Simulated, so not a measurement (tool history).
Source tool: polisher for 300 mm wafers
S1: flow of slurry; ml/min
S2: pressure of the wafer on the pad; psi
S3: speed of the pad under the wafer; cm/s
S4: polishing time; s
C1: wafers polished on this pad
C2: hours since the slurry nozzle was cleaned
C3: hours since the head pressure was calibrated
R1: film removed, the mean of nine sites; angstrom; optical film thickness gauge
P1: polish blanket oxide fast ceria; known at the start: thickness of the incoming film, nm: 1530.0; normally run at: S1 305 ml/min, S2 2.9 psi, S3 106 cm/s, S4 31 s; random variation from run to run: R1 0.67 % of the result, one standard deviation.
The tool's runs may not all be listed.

run,hour,S1,S2,S3,S4,C1,C2,C3,R1
1,6.5,305,2.9,106,31,606,124.2,419.5,4468.4
2,9.7,305,2.9,106,31,646,127.4,422.7,4458.3
3,15.7,305,2.9,106,48,721,133.4,428.7,6847.0
4,19.0,305,2.9,106,31,762,136.7,432.0,4460.0
5,25.2,185,2.9,106,31,839,142.9,438.2,4168.5
6,29.6,305,2.9,106,16,893,147.3,442.6,2276.1
7,33.1,305,2.9,106,31,937,150.8,446.1,4460.5
8,36.3,305,2.9,156,31,977,154.0,449.3,6572.9
9,39.5,305,4.0,106,31,1017,157.2,452.5,6093.2
10,42.4,305,2.9,56,47,1053,160.1,455.4,3546.7
11,48.0,480,2.9,106,31,1122,165.7,461.0,4567.6
12,51.5,305,2.9,48,31,1166,169.2,464.5,1997.2
13,56.9,305,2.9,106,31,1233,174.6,469.9,4423.1
14,60.1,305,1.7,152,31,1273,177.8,473.1,3742.8
15,64.6,305,1.3,106,31,1329,182.3,477.6,1974.6
16,67.7,305,2.9,106,31,1367,185.4,480.7,4452.8
17,74.3,305,2.9,106,31,1449,192.0,487.3,4372.8
18,79.0,305,2.9,106,31,1508,196.7,492.0,4244.5
19,85.3,305,2.9,106,31,1586,203.0,498.3,4250.2
# hour 88.7: head pressure recalibrated
20,89.7,305,2.9,106,31,1641,207.4,1.1,4204.8
21,93.4,305,2.9,106,31,1687,211.1,4.8,4200.9
22,97.2,305,2.9,106,31,1734,214.9,8.6,4138.8

What P1 gives has crept away from where it was. These 2 causes fit the log equally well, each at the size given:
A: removal rate lost through wear of the pad, % = 5.31
B: slurry flow missing at the pad, % = 38.5
The drift started at roughly hour 67.7.
The rest of the possible causes, and what rules out each one:
head's pressure below its setpoint, %: its service at hour 88.7 followed the start of the drift and did not put the process back to its old value

4 check runs are offered, each on 3 wafers whose results are averaged, their results left as question marks. Which one tells the causes apart?
check 1,101.0,305,1.7,58,31,,,,?
check 2,101.0,305,1.4,136,31,,,,?
check 3,101.0,305,2.9,148,47,,,,?
check 4,101.0,185,2.9,106,20,,,,?

Outcome of each check run for each possible cause:
check,result,if A,if B
check 1,R1,1346.4,1346.4
check 2,R1,2600.0,2600.0
check 3,R1,8885.9,8886.0
check 4,R1,2559.4,2477.5
How far apart the two closest causes lie, in the result that separates them most: check 1 0 %; check 2 0 %; check 3 0 %; check 4 3.25 %
The other checks would show nearly matching results whichever cause is true, so check 4 is the only one that separates the causes.

Here is what check 4 returned: R1 2480.5 angstrom. Which cause is it?

It is B: slurry flow missing at the pad, %.

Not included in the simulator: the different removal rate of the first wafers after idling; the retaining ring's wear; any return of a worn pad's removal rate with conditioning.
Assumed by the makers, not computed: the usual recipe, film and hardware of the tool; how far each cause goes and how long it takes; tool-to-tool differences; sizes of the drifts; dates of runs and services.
